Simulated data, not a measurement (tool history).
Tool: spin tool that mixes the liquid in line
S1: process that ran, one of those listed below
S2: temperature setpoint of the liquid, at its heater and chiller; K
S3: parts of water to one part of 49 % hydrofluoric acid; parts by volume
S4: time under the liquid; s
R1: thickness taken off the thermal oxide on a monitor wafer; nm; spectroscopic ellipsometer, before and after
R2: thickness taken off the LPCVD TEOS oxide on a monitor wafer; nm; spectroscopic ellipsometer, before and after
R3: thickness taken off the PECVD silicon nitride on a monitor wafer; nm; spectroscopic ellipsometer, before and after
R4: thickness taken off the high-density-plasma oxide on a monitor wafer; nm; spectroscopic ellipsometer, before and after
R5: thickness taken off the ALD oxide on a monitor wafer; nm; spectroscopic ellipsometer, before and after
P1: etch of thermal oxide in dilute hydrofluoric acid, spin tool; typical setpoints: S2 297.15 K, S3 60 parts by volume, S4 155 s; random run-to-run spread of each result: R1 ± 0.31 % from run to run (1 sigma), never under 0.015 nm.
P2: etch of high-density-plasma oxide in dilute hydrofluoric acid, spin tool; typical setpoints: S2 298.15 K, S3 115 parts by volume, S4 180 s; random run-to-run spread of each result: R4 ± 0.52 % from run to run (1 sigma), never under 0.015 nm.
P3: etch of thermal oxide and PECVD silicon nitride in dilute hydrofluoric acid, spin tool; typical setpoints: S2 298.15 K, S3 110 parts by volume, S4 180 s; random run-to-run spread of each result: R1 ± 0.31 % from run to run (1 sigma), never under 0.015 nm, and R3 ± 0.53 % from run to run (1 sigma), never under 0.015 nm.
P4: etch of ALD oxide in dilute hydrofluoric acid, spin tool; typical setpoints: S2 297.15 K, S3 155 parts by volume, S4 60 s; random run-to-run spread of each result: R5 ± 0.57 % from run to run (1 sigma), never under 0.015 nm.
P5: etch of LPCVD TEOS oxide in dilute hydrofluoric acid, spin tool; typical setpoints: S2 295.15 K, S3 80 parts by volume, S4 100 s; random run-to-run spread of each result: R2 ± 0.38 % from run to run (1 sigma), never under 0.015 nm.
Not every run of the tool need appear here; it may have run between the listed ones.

{"run": 1, "hour": 12.8, "S1": "P1", "S2": 297.15, "S3": 60, "S4": 155, "R1": 12.826}
{"run": 2, "hour": 27.6, "S1": "P5", "S2": 300.65, "S3": 80, "S4": 100, "R2": 41.064}
{"run": 3, "hour": 45.9, "S1": "P1", "S2": 297.15, "S3": 60, "S4": 155, "R1": 12.896}
{"run": 4, "hour": 55.8, "S1": "P1", "S2": 297.15, "S3": 60, "S4": 155, "R1": 12.773}
{"run": 5, "hour": 73.7, "S1": "P1", "S2": 293.15, "S3": 60, "S4": 155, "R1": 10.905}
{"run": 6, "hour": 84.3, "S1": "P3", "S2": 298.15, "S3": 175, "S4": 180, "R1": 4.7762, "R3": 3.2611}
{"run": 7, "hour": 102.4, "S1": "P1", "S2": 297.15, "S3": 60, "S4": 155, "R1": 12.895}
{"run": 8, "hour": 114.9, "S1": "P3", "S2": 298.15, "S3": 110, "S4": 180, "R1": 8.1502, "R3": 5.1039}
{"run": 9, "hour": 124.8, "S1": "P2", "S2": 298.15, "S3": 115, "S4": 180, "R4": 8.0466}
{"run": 10, "hour": 135.2, "S1": "P1", "S2": 297.15, "S3": 95, "S4": 235, "R1": 11.726}
{"run": 11, "hour": 144.3, "S1": "P1", "S2": 297.15, "S3": 60, "S4": 250, "R1": 20.695}
{"run": 12, "hour": 160.1, "S1": "P1", "S2": 297.15, "S3": 95, "S4": 155, "R1": 7.7759}
{"run": 13, "hour": 173.3, "S1": "P4", "S2": 297.15, "S3": 155, "S4": 60, "R5": 4.7726}
{"run": 14, "hour": 190.6, "S1": "P1", "S2": 297.15, "S3": 60, "S4": 155, "R1": 12.86}
{"run": 15, "hour": 203.0, "S1": "P5", "S2": 295.15, "S3": 140, "S4": 100, "R2": 17.498}
{"run": 16, "hour": 217.0, "S1": "P5", "S2": 295.15, "S3": 80, "S4": 100, "R2": 32.931}
{"run": 17, "hour": 231.3, "S1": "P1", "S2": 297.15, "S3": 60, "S4": 25, "R1": 2.0772}
{"run": 18, "hour": 244.9, "S1": "P5", "S2": 295.15, "S3": 80, "S4": 145, "R2": 47.44}
{"run": 19, "hour": 259.5, "S1": "P2", "S2": 290.65, "S3": 115, "S4": 180, "R4": 5.9315}
{"run": 20, "hour": 276.2, "S1": "P1", "S2": 302.65, "S3": 60, "S4": 155, "R1": 16.001}
{"run": 21, "hour": 285.1, "S1": "P2", "S2": 298.15, "S3": 115, "S4": 340, "R4": 15.2}
{"run": 22, "hour": 296.6, "S1": "P1", "S2": 297.15, "S3": 35, "S4": 155, "R1": 22.771}
{"run": 23, "hour": 311.3, "S1": "P3", "S2": 292.15, "S3": 110, "S4": 180, "R1": 6.4372, "R3": 3.4434}
{"run": 24, "hour": 324.0, "S1": "P4", "S2": 290.65, "S3": 155, "S4": 60, "R5": 3.6591}
{"run": 25, "hour": 333.2, "S1": "P1", "S2": 297.15, "S3": 60, "S4": 155, "R1": 12.738}
{"hour": 348.4, "done": "thermometer replaced"}
{"run": 26, "hour": 352.1, "S1": "P4", "S2": 297.15, "S3": 155, "S4": 60, "R5": 4.7907}
{"run": 27, "hour": 362.1, "S1": "P2", "S2": 298.15, "S3": 30, "S4": 180, "R4": 34.318}
{"hour": 363.8, "done": "hydrofluoric acid flow meter replaced"}
{"run": 28, "hour": 373.5, "S1": "P2", "S2": 298.15, "S3": 115, "S4": 180, "R4": 8.0126}
{"run": 29, "hour": 383.8, "S1": "P3", "S2": 298.15, "S3": 110, "S4": 315, "R1": 14.292, "R3": 9.099}
{"run": 30, "hour": 402.4, "S1": "P4", "S2": 297.15, "S3": 240, "S4": 60, "R5": 2.8053}
{"run": 31, "hour": 420.0, "S1": "P4", "S2": 297.15, "S3": 155, "S4": 100, "R5": 7.9601}
{"run": 32, "hour": 435.0, "S1": "P1", "S2": 297.15, "S3": 60, "S4": 155, "R1": 12.885}
{"run": 33, "hour": 450.5, "S1": "P1", "S2": 297.15, "S3": 60, "S4": 155, "R1": 13.299}
{"run": 34, "hour": 467.4, "S1": "P1", "S2": 297.15, "S3": 60, "S4": 155, "R1": 13.645}
{"run": 35, "hour": 486.3, "S1": "P1", "S2": 297.15, "S3": 60, "S4": 155, "R1": 13.871}
{"run": 36, "hour": 504.9, "S1": "P1", "S2": 297.15, "S3": 60, "S4": 155, "R1": 13.871}
{"run": 37, "hour": 514.2, "S1": "P1", "S2": 297.15, "S3": 60, "S4": 155, "R1": 13.988}
{"run": 38, "hour": 530.8, "S1": "P1", "S2": 297.15, "S3": 60, "S4": 155, "R1": 13.985}
{"run": 39, "hour": 540.1, "S1": "P1", "S2": 297.15, "S3": 60, "S4": 155, "R1": 13.908}
{"run": 40, "hour": 550.5, "S1": "P1", "S2": 297.15, "S3": 60, "S4": 155, "R1": 14.014}

P1 no longer gives what it gave before; its output has crept away from where it was. The following 2 causes, each at its listed size, fit the log equally well:
A: hydrofluoric acid flow above the setpoint (%) = 8.37
B: liquid hotter than its thermometer reads (K) = 2.14
The creep began at about hour 435.

The check runs listed below each take one wafer, and their results are still question marks. Under which run would the listed causes lead to clearly different results?
{"run": "check 1", "hour": 560.9, "S1": "P3", "S2": 292.65, "S3": 110, "S4": 310, "R1": "?", "R3": "?"}
{"run": "check 2", "hour": 560.9, "S1": "P2", "S2": 298.15, "S3": 35, "S4": 270, "R4": "?"}
{"run": "check 3", "hour": 560.9, "S1": "P4", "S2": 291.15, "S3": 155, "S4": 90, "R5": "?"}
{"run": "check 4", "hour": 560.9, "S1": "P5", "S2": 295.15, "S3": 115, "S4": 100, "R2": "?"}

If the cause were each of the candidates in turn, the checks would give the following:
check=check_1 result=R1 if_A=12.349 if_B=12.314
check=check_1 result=R3 if_A=6.6288 if_B=7.0816
check=check_2 result=R4 if_A=47.657 if_B=47.837
check=check_3 result=R5 if_A=6.2225 if_B=6.1817
check=check_4 result=R2 if_A=24.061 if_B=23.917
Smallest distance between any two causes, each pair judged by its most separating result, in per cent: check 1 6.61 %; check 2 0.38 %; check 3 0.66 %; check 4 0.6 %
The other checks would show nearly matching results whichever cause is true, so check 1 is the only one that separates the causes.

With check 1 done, the readings were: R1 12.281 nm; R3 7.0141 nm. Identify which of the listed causes applies.

The correct cause is B, namely: liquid hotter than its thermometer reads (K).
